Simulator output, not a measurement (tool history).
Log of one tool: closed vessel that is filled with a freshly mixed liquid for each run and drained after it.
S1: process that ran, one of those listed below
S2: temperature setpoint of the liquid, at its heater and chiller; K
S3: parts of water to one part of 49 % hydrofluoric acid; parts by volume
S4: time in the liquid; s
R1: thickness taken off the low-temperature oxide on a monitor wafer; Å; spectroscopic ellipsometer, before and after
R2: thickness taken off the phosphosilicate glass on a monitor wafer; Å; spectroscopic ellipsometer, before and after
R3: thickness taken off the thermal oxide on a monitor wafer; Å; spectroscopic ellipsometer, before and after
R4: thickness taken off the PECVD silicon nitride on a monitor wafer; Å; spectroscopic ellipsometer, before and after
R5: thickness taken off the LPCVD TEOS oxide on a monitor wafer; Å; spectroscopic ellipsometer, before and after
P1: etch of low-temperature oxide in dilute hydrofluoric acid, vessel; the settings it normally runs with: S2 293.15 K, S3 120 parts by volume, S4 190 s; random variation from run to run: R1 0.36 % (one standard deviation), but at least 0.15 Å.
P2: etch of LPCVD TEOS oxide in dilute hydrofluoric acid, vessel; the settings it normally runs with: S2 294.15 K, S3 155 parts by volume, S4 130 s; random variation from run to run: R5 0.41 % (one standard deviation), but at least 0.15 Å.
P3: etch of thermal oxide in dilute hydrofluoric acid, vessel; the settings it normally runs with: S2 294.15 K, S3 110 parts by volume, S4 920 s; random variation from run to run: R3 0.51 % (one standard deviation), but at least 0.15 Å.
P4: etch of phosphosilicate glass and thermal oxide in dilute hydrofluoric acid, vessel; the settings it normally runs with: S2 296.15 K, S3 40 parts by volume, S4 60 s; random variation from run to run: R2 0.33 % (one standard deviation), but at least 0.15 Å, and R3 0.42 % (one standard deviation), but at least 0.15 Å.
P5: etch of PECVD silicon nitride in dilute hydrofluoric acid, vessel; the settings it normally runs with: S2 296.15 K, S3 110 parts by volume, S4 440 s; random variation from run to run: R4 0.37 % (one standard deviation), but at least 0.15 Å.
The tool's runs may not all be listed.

Run 1, day 0.171: S1 P1, S2 293.15 K, S3 120 parts by volume, S4 190 s. Result: R1 168.330 Å.
Run 2, day 0.433: S1 P4, S2 296.15 K, S3 70 parts by volume, S4 60 s. Result: R2 542.50 Å, R3 41.990 Å.
Run 3, day 0.633: S1 P5, S2 296.15 K, S3 110 parts by volume, S4 45 s. Result: R4 7.5452 Å.
Run 4, day 0.762: S1 P1, S2 300.65 K, S3 120 parts by volume, S4 190 s. Result: R1 226.620 Å.
Run 5, day 0.967: S1 P4, S2 296.15 K, S3 40 parts by volume, S4 60 s. Result: R2 990.20 Å, R3 77.502 Å.
Run 6, day 1.188: S1 P1, S2 293.15 K, S3 80 parts by volume, S4 285 s. Result: R1 396.530 Å.
Run 7, day 1.354: S1 P1, S2 293.15 K, S3 120 parts by volume, S4 295 s. Result: R1 260.690 Å.
Run 8, day 1.504: S1 P3, S2 294.15 K, S3 110 parts by volume, S4 920 s. Result: R3 339.500 Å.
Run 9, day 1.700: S1 P1, S2 293.15 K, S3 120 parts by volume, S4 190 s. Result: R1 169.970 Å.
Run 10, day 1.858: S1 P2, S2 294.15 K, S3 155 parts by volume, S4 200 s. Result: R5 549.94 Å.
Run 11, day 2.038: S1 P5, S2 290.15 K, S3 110 parts by volume, S4 440 s. Result: R4 49.2390 Å.
Run 12, day 2.200: S1 P1, S2 293.15 K, S3 120 parts by volume, S4 45 s. Result: R1 40.155 Å.
Run 13, day 2.467: S1 P2, S2 294.15 K, S3 155 parts by volume, S4 130 s. Result: R5 359.50 Å.
Run 14, day 2.758: S1 P1, S2 293.15 K, S3 190 parts by volume, S4 190 s. Result: R1 99.481 Å.
Run 15, day 3.008: S1 P4, S2 300.15 K, S3 40 parts by volume, S4 60 s. Result: R2 1169.30 Å, R3 90.632 Å.
Run 16, day 3.188: S1 P1, S2 293.15 K, S3 70 parts by volume, S4 190 s. Result: R1 303.850 Å.
Run 17, day 3.321: S1 P5, S2 296.15 K, S3 45 parts by volume, S4 440 s. Result: R4 176.6600 Å.
Run 18, day 3.612: S1 P4, S2 296.15 K, S3 40 parts by volume, S4 60 s. Result: R2 994.94 Å, R3 76.827 Å.
Run 19, day 3.875: S1 P3, S2 294.15 K, S3 110 parts by volume, S4 520 s. Result: R3 190.070 Å.
Run 20, day 4.042: S1 P5, S2 296.15 K, S3 110 parts by volume, S4 440 s. Result: R4 74.2950 Å.
Run 21, day 4.292: S1 P3, S2 294.15 K, S3 160 parts by volume, S4 920 s. Result: R3 218.590 Å.
Run 22, day 4.525: S1 P1, S2 293.15 K, S3 210 parts by volume, S4 375 s. Result: R1 173.880 Å.
Run 23, day 4.792: S1 P1, S2 290.15 K, S3 120 parts by volume, S4 190 s. Result: R1 149.110 Å.
Run 24, day 5.012: S1 P1, S2 293.15 K, S3 120 parts by volume, S4 190 s. Result: R1 168.700 Å.
Run 25, day 5.208: S1 P2, S2 294.15 K, S3 235 parts by volume, S4 130 s. Result: R5 217.66 Å.
Run 26, day 5.475: S1 P3, S2 290.15 K, S3 110 parts by volume, S4 920 s. Result: R3 284.790 Å.
Run 27, day 5.725: S1 P1, S2 293.15 K, S3 120 parts by volume, S4 190 s. Result: R1 168.730 Å.
Run 28, day 5.858: S1 P1, S2 293.15 K, S3 120 parts by volume, S4 190 s. Result: R1 167.920 Å.
Run 29, day 6.058: S1 P1, S2 299.15 K, S3 70 parts by volume, S4 190 s. Result: R1 387.260 Å.
Run 30, day 6.279: S1 P2, S2 300.65 K, S3 155 parts by volume, S4 130 s. Result: R5 457.21 Å.
Run 31, day 6.408: S1 P4, S2 296.15 K, S3 40 parts by volume, S4 90 s. Result: R2 1480.60 Å, R3 114.760 Å.
Run 32, day 6.683: S1 P1, S2 293.15 K, S3 120 parts by volume, S4 190 s. Result: R1 167.370 Å.
Run 33, day 6.833: S1 P1, S2 293.15 K, S3 120 parts by volume, S4 190 s. Result: R1 168.120 Å.
Run 34, day 6.988: S1 P1, S2 293.15 K, S3 120 parts by volume, S4 190 s. Result: R1 169.570 Å.
Run 35, day 7.271: S1 P1, S2 293.15 K, S3 120 parts by volume, S4 190 s. Result: R1 163.450 Å.
Run 36, day 7.554: S1 P1, S2 293.15 K, S3 120 parts by volume, S4 190 s. Result: R1 159.280 Å.
Run 37, day 7.717: S1 P1, S2 293.15 K, S3 120 parts by volume, S4 190 s. Result: R1 158.570 Å.
Run 38, day 7.954: S1 P1, S2 293.15 K, S3 120 parts by volume, S4 190 s. Result: R1 157.340 Å.
Run 39, day 8.108: S1 P1, S2 293.15 K, S3 120 parts by volume, S4 190 s. Result: R1 156.390 Å.
Run 40, day 8.321: S1 P1, S2 293.15 K, S3 120 parts by volume, S4 190 s. Result: R1 156.000 Å.
Run 41, day 8.517: S1 P1, S2 293.15 K, S3 120 parts by volume, S4 190 s. Result: R1 155.940 Å.
Run 42, day 8.679: S1 P1, S2 293.15 K, S3 120 parts by volume, S4 190 s. Result: R1 155.330 Å.
Run 43, day 8.938: S1 P1, S2 293.15 K, S3 120 parts by volume, S4 190 s. Result: R1 156.200 Å.
Run 44, day 9.100: S1 P1, S2 293.15 K, S3 120 parts by volume, S4 190 s. Result: R1 155.530 Å.
Run 45, day 9.258: S1 P1, S2 293.15 K, S3 120 parts by volume, S4 190 s. Result: R1 156.200 Å.

What P1 gives has crept off from where it sat before. The 2 causes that follow fit the log equally well, each at the size noted:
A: liquid colder than its thermometer reads (K) = 1.95
B: hydrofluoric acid flow below the setpoint (%) = 6.79
Onset of the creep was near day 6.988.

The check runs listed below each take one wafer, and their results are still question marks. Under which run would the listed causes lead to clearly different results?
Run check 1, day 9.417: S1 P3, S2 294.15 K, S3 110 parts by volume, S4 920 s. Result: R3 ?.
Run check 2, day 9.417: S1 P2, S2 294.15 K, S3 155 parts by volume, S4 130 s. Result: R5 ?.
Run check 3, day 9.417: S1 P4, S2 296.15 K, S3 40 parts by volume, S4 60 s. Result: R2 ?, R3 ?.
Run check 4, day 9.417: S1 P5, S2 296.15 K, S3 110 parts by volume, S4 440 s. Result: R4 ?.

Expected result of each check under each candidate cause:
  check  result     if A     if B
check 1      R3  311.500  311.590
check 2      R5   331.69   330.09
check 3      R2   914.26   921.70
check 3      R3   70.835   71.412
check 4      R4  64.8210  68.8860
Gap, in per cent, between the two causes that each check separates least, read from the result that separates them most: check 1 0.03 %; check 2 0.48 %; check 3 0.81 %; check 4 6.08 %
Of the check runs offered, only check 4 discriminates between the causes; the rest would read about the same regardless of which cause applies.

The results of check 4 are: R4 69.1020 Å. Based on these, which of the listed causes is it?

Of the candidate causes, it is B: hydrofluoric acid flow below the setpoint (%).
